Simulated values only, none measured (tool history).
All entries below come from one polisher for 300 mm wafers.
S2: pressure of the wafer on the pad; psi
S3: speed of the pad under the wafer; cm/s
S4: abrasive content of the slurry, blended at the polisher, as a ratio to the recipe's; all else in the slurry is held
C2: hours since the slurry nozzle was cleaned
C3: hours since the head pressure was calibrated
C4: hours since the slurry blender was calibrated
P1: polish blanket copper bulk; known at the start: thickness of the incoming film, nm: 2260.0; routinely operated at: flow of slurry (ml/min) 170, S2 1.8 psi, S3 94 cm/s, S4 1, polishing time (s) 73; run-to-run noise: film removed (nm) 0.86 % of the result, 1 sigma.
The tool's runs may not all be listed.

Run 1, hour 7.9: flow of slurry (ml/min) 170, S2 1.8 psi, S3 94 cm/s, S4 1, polishing time (s) 73; wafers polished on this pad 308; C2 576; C3 101.3; C4 332.7. Result: film removed (nm) 390.9.
Run 2, hour 15.7: flow of slurry (ml/min) 170, S2 1.8 psi, S3 94 cm/s, S4 1, polishing time (s) 46; wafers polished on this pad 388; C2 583.8; C3 109.1; C4 340.5. Result: film removed (nm) 248.18.
Run 3, hour 26.3: flow of slurry (ml/min) 170, S2 1.8 psi, S3 42 cm/s, S4 1, polishing time (s) 73; wafers polished on this pad 496; C2 594.4; C3 119.7; C4 351.1. Result: film removed (nm) 172.37.
Run 4, hour 36.5: flow of slurry (ml/min) 230, S2 1.8 psi, S3 94 cm/s, S4 1, polishing time (s) 73; wafers polished on this pad 600; C2 604.6; C3 129.9; C4 361.3. Result: film removed (nm) 405.28.
Run 5, hour 41.3: flow of slurry (ml/min) 170, S2 1.8 psi, S3 94 cm/s, S4 1, polishing time (s) 73; wafers polished on this pad 649; C2 609.4; C3 134.7; C4 366.1. Result: film removed (nm) 391.7.
Run 6, hour 50.3: flow of slurry (ml/min) 170, S2 1.8 psi, S3 94 cm/s, S4 1.45, polishing time (s) 73; wafers polished on this pad 741; C2 618.4; C3 143.7; C4 375.1. Result: film removed (nm) 426.66.
Run 7, hour 60.3: flow of slurry (ml/min) 100, S2 1.8 psi, S3 94 cm/s, S4 1, polishing time (s) 73; wafers polished on this pad 843; C2 628.4; C3 153.7; C4 385.1. Result: film removed (nm) 356.82.
Run 8, hour 70.6: flow of slurry (ml/min) 170, S2 2.8 psi, S3 94 cm/s, S4 1, polishing time (s) 73; wafers polished on this pad 948; C2 638.7; C3 164; C4 395.4. Result: film removed (nm) 616.97.
Run 9, hour 81: flow of slurry (ml/min) 170, S2 1 psi, S3 94 cm/s, S4 1.35, polishing time (s) 73; wafers polished on this pad 1054; C2 649.1; C3 174.4; C4 405.8. Result: film removed (nm) 233.78.
Run 10, hour 89.9: flow of slurry (ml/min) 170, S2 1.8 psi, S3 140 cm/s, S4 1, polishing time (s) 73; wafers polished on this pad 1145; C2 658; C3 183.3; C4 414.7. Result: film removed (nm) 590.84.
Run 11, hour 96.6: flow of slurry (ml/min) 170, S2 1.8 psi, S3 94 cm/s, S4 0.75, polishing time (s) 73; wafers polished on this pad 1213; C2 664.7; C3 190; C4 421.4. Result: film removed (nm) 373.24.
Run 12, hour 102.8: flow of slurry (ml/min) 170, S2 1.8 psi, S3 94 cm/s, S4 1, polishing time (s) 73; wafers polished on this pad 1276; C2 670.9; C3 196.2; C4 427.6. Result: film removed (nm) 386.48.
Run 13, hour 113.3: flow of slurry (ml/min) 170, S2 1.8 psi, S3 94 cm/s, S4 1, polishing time (s) 73; wafers polished on this pad 1383; C2 681.4; C3 206.7; C4 438.1. Result: film removed (nm) 393.54.
At hour 115.2: slurry blender recalibrated.
Run 14, hour 118.1: flow of slurry (ml/min) 170, S2 1.2 psi, S3 94 cm/s, S4 1, polishing time (s) 73; wafers polished on this pad 1432; C2 686.2; C3 211.5; C4 2.9. Result: film removed (nm) 260.91.
Run 15, hour 126.2: flow of slurry (ml/min) 170, S2 1.8 psi, S3 94 cm/s, S4 1, polishing time (s) 94; wafers polished on this pad 1515; C2 694.3; C3 219.6; C4 11. Result: film removed (nm) 502.11.
Run 16, hour 134.2: flow of slurry (ml/min) 170, S2 1.8 psi, S3 94 cm/s, S4 1, polishing time (s) 73; wafers polished on this pad 1596; C2 702.3; C3 227.6; C4 19. Result: film removed (nm) 395.05.
Run 17, hour 143: flow of slurry (ml/min) 170, S2 1.8 psi, S3 94 cm/s, S4 1, polishing time (s) 73; wafers polished on this pad 1686; C2 711.1; C3 236.4; C4 27.8. Result: film removed (nm) 394.33.
Run 18, hour 153.2: flow of slurry (ml/min) 170, S2 1.8 psi, S3 94 cm/s, S4 1, polishing time (s) 73; wafers polished on this pad 1790; C2 721.3; C3 246.6; C4 38. Result: film removed (nm) 382.
Run 19, hour 158.7: flow of slurry (ml/min) 170, S2 1.8 psi, S3 94 cm/s, S4 1, polishing time (s) 73; wafers polished on this pad 1846; C2 726.8; C3 252.1; C4 43.5. Result: film removed (nm) 382.52.
At hour 167.1: head pressure recalibrated.
Run 20, hour 169.5: flow of slurry (ml/min) 170, S2 1.8 psi, S3 94 cm/s, S4 1, polishing time (s) 73; wafers polished on this pad 1956; C2 737.6; C3 2.5; C4 54.3. Result: film removed (nm) 374.79.
Run 21, hour 177.7: flow of slurry (ml/min) 170, S2 1.8 psi, S3 94 cm/s, S4 1, polishing time (s) 73; wafers polished on this pad 2040; C2 745.8; C3 10.7; C4 62.5. Result: film removed (nm) 371.03.
At hour 182.5: slurry blender recalibrated.
Run 22, hour 186.2: flow of slurry (ml/min) 170, S2 1.8 psi, S3 94 cm/s, S4 1, polishing time (s) 73; wafers polished on this pad 2127; C2 754.3; C3 19.2; C4 3.8. Result: film removed (nm) 373.14.
Run 23, hour 196.8: flow of slurry (ml/min) 170, S2 1.8 psi, S3 94 cm/s, S4 1, polishing time (s) 73; wafers polished on this pad 2235; C2 764.9; C3 29.8; C4 14.4. Result: film removed (nm) 373.92.
Run 24, hour 201.9: flow of slurry (ml/min) 170, S2 1.8 psi, S3 94 cm/s, S4 1, polishing time (s) 73; wafers polished on this pad 2287; C2 770; C3 34.9; C4 19.5. Result: film removed (nm) 373.67.
Run 25, hour 211.3: flow of slurry (ml/min) 170, S2 1.8 psi, S3 94 cm/s, S4 1, polishing time (s) 73; wafers polished on this pad 2383; C2 779.4; C3 44.3; C4 28.9. Result: film removed (nm) 368.57.

The output of P1 has drifted from where it used to be. Each of the 2 causes below, taken at the size shown beside it, accounts for the log equally well:
A: removal rate lost through wear of the pad, % = 5.93
B: slurry flow missing at the pad, % = 28.8
The onset of the drift is placed at about hour 143.
Other possible causes, and why each is ruled out:
head's pressure below its setpoint, %: serviced at hour 167.1, after the change had begun; the process did not return to its earlier output
abrasive missing from the slurry, %: serviced at hour 182.5, after the change had begun; the process did not return to its earlier output

Of the 4 check runs below, each run on 3 wafers with the results averaged and each result still a question mark, which one would tell the listed causes apart?
Run check 1, hour 220.7: flow of slurry (ml/min) 170, S2 1.8 psi, S3 50 cm/s, S4 1.4, polishing time (s) 73. Result: film removed (nm) ?.
Run check 2, hour 220.7: flow of slurry (ml/min) 100, S2 1.8 psi, S3 94 cm/s, S4 1, polishing time (s) 91. Result: film removed (nm) ?.
Run check 3, hour 220.7: flow of slurry (ml/min) 170, S2 2.6 psi, S3 44 cm/s, S4 1, polishing time (s) 73. Result: film removed (nm) ?.
Run check 4, hour 220.7: flow of slurry (ml/min) 170, S2 1.8 psi, S3 94 cm/s, S4 1.45, polishing time (s) 73. Result: film removed (nm) ?.

Predicted outcomes, by check and by cause:
  check             result    if A    if B
check 1  film removed (nm)   211.7   211.7
check 2  film removed (nm)  415.13  400.05
check 3  film removed (nm)  250.02  250.02
check 4  film removed (nm)  401.13  401.13
How far apart the two closest causes lie, in the result that separates them most: check 1 0 %; check 2 3.7 %; check 3 0 %; check 4 0 %
Check 2 distinguishes between the causes, while the remaining checks would return nearly the same result for all of them.

After running check 2, the following was obtained: film removed (nm) 396.64. Which cause does this point to?

Of the candidate causes, it is B: slurry flow missing at the pad, %.

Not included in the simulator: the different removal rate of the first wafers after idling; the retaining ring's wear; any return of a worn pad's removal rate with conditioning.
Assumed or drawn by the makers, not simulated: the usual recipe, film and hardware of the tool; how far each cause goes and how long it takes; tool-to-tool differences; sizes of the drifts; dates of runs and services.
